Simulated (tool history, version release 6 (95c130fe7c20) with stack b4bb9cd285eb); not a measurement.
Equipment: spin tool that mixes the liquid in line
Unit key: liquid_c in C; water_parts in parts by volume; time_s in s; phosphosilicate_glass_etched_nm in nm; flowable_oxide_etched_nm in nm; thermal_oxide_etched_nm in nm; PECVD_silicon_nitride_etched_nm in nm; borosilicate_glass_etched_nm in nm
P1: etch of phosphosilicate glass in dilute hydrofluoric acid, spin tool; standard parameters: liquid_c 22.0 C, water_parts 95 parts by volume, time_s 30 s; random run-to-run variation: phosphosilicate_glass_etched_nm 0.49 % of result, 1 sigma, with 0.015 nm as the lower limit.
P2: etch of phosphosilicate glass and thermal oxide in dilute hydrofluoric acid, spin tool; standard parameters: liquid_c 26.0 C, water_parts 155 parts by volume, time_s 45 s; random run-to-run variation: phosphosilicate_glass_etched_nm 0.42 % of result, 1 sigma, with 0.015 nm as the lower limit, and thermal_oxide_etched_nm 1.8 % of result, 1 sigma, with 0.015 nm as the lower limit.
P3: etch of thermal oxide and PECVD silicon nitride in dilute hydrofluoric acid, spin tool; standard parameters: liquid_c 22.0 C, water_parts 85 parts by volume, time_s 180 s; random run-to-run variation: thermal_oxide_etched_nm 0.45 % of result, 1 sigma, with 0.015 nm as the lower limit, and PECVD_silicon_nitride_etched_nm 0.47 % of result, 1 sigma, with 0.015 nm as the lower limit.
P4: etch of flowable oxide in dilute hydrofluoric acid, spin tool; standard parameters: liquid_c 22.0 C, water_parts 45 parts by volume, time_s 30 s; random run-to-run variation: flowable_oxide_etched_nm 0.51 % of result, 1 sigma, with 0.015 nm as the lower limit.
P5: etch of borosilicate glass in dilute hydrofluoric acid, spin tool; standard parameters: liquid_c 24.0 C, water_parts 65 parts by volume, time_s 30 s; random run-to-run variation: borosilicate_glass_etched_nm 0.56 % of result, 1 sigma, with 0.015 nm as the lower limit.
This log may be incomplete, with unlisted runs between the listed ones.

run	hour	process	liquid_c	water_parts	time_s	phosphosilicate_glass_etched_nm	flowable_oxide_etched_nm	thermal_oxide_etched_nm	PECVD_silicon_nitride_etched_nm	borosilicate_glass_etched_nm
1	8.1	P1	22.0	95	30	18.655				
2	17.3	P4	22.0	45	60		37.639			
3	28.0	P2	26.0	155	45	47.841		1.41460		
4	36.0	P1	22.0	160	30	10.291				
5	49.4	P2	30.5	155	45	55.170		1.69250		
6	62.9	P4	30.5	45	30		26.663			
7	70.3	P2	26.0	220	45	31.095		0.92769		
8	83.2	P3	17.0	85	180			7.83540	4.3669	
9	97.5	P1	22.0	95	30	18.766				
10	109.3	P1	22.0	145	50	19.488				
11	124.2	P5	24.0	90	30					18.183
12	134.5	P3	22.0	85	355			19.02900	12.3080	
13	144.5	P4	22.0	45	30		18.917			
14	153.4	P1	22.0	95	45	28.159				
15	162.6	P1	26.0	95	30	21.924				
16	171.7	P5	24.0	65	30					25.864
17	180.0	P2	26.0	155	45	47.468		1.44230		
18	195.1	P3	22.0	145	180			5.28310	3.7115	
19	202.5	P1	22.0	95	30	18.782				
20	213.1	P1	22.0	20	30	97.876				

Forecast run 21:
21	225.4	P3	22.0	85	180			?	?	

thermal_oxide_etched_nm: 9.67310 nm
PECVD_silicon_nitride_etched_nm: 6.2011 nm
